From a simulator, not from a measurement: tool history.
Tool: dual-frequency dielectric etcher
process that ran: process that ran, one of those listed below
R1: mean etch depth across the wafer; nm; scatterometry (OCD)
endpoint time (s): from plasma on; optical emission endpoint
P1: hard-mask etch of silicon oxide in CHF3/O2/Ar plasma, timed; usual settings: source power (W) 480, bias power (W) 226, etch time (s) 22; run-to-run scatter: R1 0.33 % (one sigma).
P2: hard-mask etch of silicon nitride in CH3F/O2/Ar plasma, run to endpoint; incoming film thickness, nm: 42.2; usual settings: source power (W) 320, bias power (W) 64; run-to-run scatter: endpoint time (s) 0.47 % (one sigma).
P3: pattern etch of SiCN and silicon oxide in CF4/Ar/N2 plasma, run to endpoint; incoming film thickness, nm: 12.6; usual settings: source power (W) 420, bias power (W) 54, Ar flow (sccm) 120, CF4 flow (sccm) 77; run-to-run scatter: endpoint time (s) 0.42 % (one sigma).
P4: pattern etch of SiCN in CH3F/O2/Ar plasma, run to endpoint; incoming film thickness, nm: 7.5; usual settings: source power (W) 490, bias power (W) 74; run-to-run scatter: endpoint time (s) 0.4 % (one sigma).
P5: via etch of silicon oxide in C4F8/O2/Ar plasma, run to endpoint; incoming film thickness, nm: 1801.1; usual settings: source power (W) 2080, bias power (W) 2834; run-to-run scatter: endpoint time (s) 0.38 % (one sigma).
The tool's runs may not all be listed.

Run 1, hour 9: process that ran P1, source power (W) 480, bias power (W) 226, etch time (s) 22. Result: R1 41.442 nm.
Run 2, hour 27.3: process that ran P3, source power (W) 420, bias power (W) 35, Ar flow (sccm) 120, CF4 flow (sccm) 77. Result: endpoint time (s) 18.92.
Run 3, hour 44.9: process that ran P1, source power (W) 480, bias power (W) 226, etch time (s) 22. Result: R1 41.402 nm.
Run 4, hour 59.8: process that ran P1, source power (W) 480, bias power (W) 226, etch time (s) 22. Result: R1 41.375 nm.
Run 5, hour 71.8: process that ran P4, source power (W) 340, bias power (W) 74. Result: endpoint time (s) 20.304.
Run 6, hour 83.8: process that ran P5, source power (W) 1450, bias power (W) 2834. Result: endpoint time (s) 357.65.
Run 7, hour 101: process that ran P3, source power (W) 420, bias power (W) 54, Ar flow (sccm) 120, CF4 flow (sccm) 77. Result: endpoint time (s) 16.598.
Run 8, hour 112.7: process that ran P3, source power (W) 530, bias power (W) 54, Ar flow (sccm) 120, CF4 flow (sccm) 77. Result: endpoint time (s) 13.502.
Run 9, hour 125.4: process that ran P3, source power (W) 420, bias power (W) 54, Ar flow (sccm) 120, CF4 flow (sccm) 60. Result: endpoint time (s) 17.199.
Run 10, hour 134.4: process that ran P2, source power (W) 430, bias power (W) 64. Result: endpoint time (s) 63.002.
Run 11, hour 152.6: process that ran P1, source power (W) 480, bias power (W) 226, etch time (s) 22. Result: R1 41.567 nm.
Run 12, hour 170.5: process that ran P3, source power (W) 420, bias power (W) 54, Ar flow (sccm) 167, CF4 flow (sccm) 77. Result: endpoint time (s) 17.717.
Run 13, hour 188.9: process that ran P4, source power (W) 490, bias power (W) 74. Result: endpoint time (s) 17.724.
Run 14, hour 202.5: process that ran P3, source power (W) 420, bias power (W) 54, Ar flow (sccm) 120, CF4 flow (sccm) 77. Result: endpoint time (s) 16.696.
Run 15, hour 214.6: process that ran P1, source power (W) 480, bias power (W) 226, etch time (s) 22. Result: R1 41.4 nm.
Run 16, hour 230.8: process that ran P5, source power (W) 2080, bias power (W) 2834. Result: endpoint time (s) 312.4.
Run 17, hour 239.7: process that ran P4, source power (W) 490, bias power (W) 74. Result: endpoint time (s) 17.692.
Run 18, hour 252.3: process that ran P1, source power (W) 480, bias power (W) 226, etch time (s) 22. Result: R1 41.343 nm.
Run 19, hour 269.7: process that ran P2, source power (W) 320, bias power (W) 78. Result: endpoint time (s) 66.229.
Run 20, hour 284.9: process that ran P1, source power (W) 480, bias power (W) 226, etch time (s) 12. Result: R1 22.503 nm.
Run 21, hour 298.3: process that ran P1, source power (W) 680, bias power (W) 226, etch time (s) 22. Result: R1 47.336 nm.
Run 22, hour 306.7: process that ran P1, source power (W) 480, bias power (W) 182, etch time (s) 28.5. Result: R1 49.383 nm.
Run 23, hour 323.8: process that ran P1, source power (W) 480, bias power (W) 298, etch time (s) 22. Result: R1 45.67 nm.
Run 24, hour 339.1: process that ran P1, source power (W) 370, bias power (W) 226, etch time (s) 22. Result: R1 37.542 nm.
Run 25, hour 348.1: process that ran P4, source power (W) 490, bias power (W) 53. Result: endpoint time (s) 19.873.
Run 26, hour 362.7: process that ran P5, source power (W) 2080, bias power (W) 1653. Result: endpoint time (s) 362.91.
Run 27, hour 376.7: process that ran P2, source power (W) 320, bias power (W) 64. Result: endpoint time (s) 70.765.
Run 28, hour 390.2: process that ran P1, source power (W) 480, bias power (W) 173, etch time (s) 22. Result: R1 37.704 nm.
Run 29, hour 406.9: process that ran P2, source power (W) 320, bias power (W) 64. Result: endpoint time (s) 69.963.
Run 30, hour 415.8: process that ran P1, source power (W) 480, bias power (W) 226, etch time (s) 29. Result: R1 54.718 nm.
Run 31, hour 426.4: process that ran P1, source power (W) 480, bias power (W) 226, etch time (s) 22. Result: R1 41.375 nm.
Run 32, hour 437.9: process that ran P1, source power (W) 480, bias power (W) 226, etch time (s) 22. Result: R1 41.368 nm.
Run 33, hour 450: process that ran P1, source power (W) 480, bias power (W) 226, etch time (s) 22. Result: R1 41.536 nm.
Run 34, hour 460.9: process that ran P1, source power (W) 480, bias power (W) 226, etch time (s) 22. Result: R1 41.717 nm.
Run 35, hour 470.1: process that ran P1, source power (W) 480, bias power (W) 226, etch time (s) 22. Result: R1 41.931 nm.
Run 36, hour 484.8: process that ran P1, source power (W) 480, bias power (W) 226, etch time (s) 22. Result: R1 41.893 nm.
Run 37, hour 500.1: process that ran P1, source power (W) 480, bias power (W) 226, etch time (s) 22. Result: R1 41.897 nm.
At hour 506.1: wet clean of the chamber.
Run 38, hour 514.3: process that ran P1, source power (W) 480, bias power (W) 226, etch time (s) 22. Result: R1 42.19 nm.
Run 39, hour 529.4: process that ran P1, source power (W) 480, bias power (W) 226, etch time (s) 22. Result: R1 42.084 nm.
Run 40, hour 544.3: process that ran P1, source power (W) 480, bias power (W) 226, etch time (s) 22. Result: R1 42.196 nm.
Run 41, hour 556.7: process that ran P1, source power (W) 480, bias power (W) 226, etch time (s) 22. Result: R1 42.039 nm.
Run 42, hour 567.8: process that ran P1, source power (W) 480, bias power (W) 226, etch time (s) 22. Result: R1 42.21 nm.

What P1 gives has crept away from where it was. These 2 causes fit the log equally well, each at the size given:
A: bias power that arrives over what is set, % = 4.78
B: source power that arrives over what is set, % = 4.53
The creep began at about hour 426.4.
Why every other cause is out:
chamber walls in a state that raises the etch rate, %: serviced at hour 506.1, which brought nothing back

4 check runs are offered, each on 2 wafers whose results are averaged, their results left as question marks. Which one tells the causes apart?
Run check 1, hour 578.9: process that ran P2, source power (W) 320, bias power (W) 64. Result: endpoint time (s) ?.
Run check 2, hour 578.9: process that ran P4, source power (W) 490, bias power (W) 74. Result: endpoint time (s) ?.
Run check 3, hour 578.9: process that ran P3, source power (W) 420, bias power (W) 54, Ar flow (sccm) 120, CF4 flow (sccm) 77. Result: endpoint time (s) ?.
Run check 4, hour 578.9: process that ran P5, source power (W) 2080, bias power (W) 2834. Result: endpoint time (s) ?.

What each check would give under each cause:
  check             result    if A    if B
check 1  endpoint time (s)  69.528  69.464
check 2  endpoint time (s)  17.478  17.473
check 3  endpoint time (s)   16.34  15.949
check 4  endpoint time (s)  307.33  306.42
How far apart the two closest causes lie, in the result that separates them most: check 1 0.09 %; check 2 0.03 %; check 3 2.42 %; check 4 0.3 %
Only check 3 tells the causes apart: in the others they would give nearly the same result.

Then check 3 was run and gave: endpoint time (s) 15.946. Which cause is it?

It is B: source power that arrives over what is set, %.
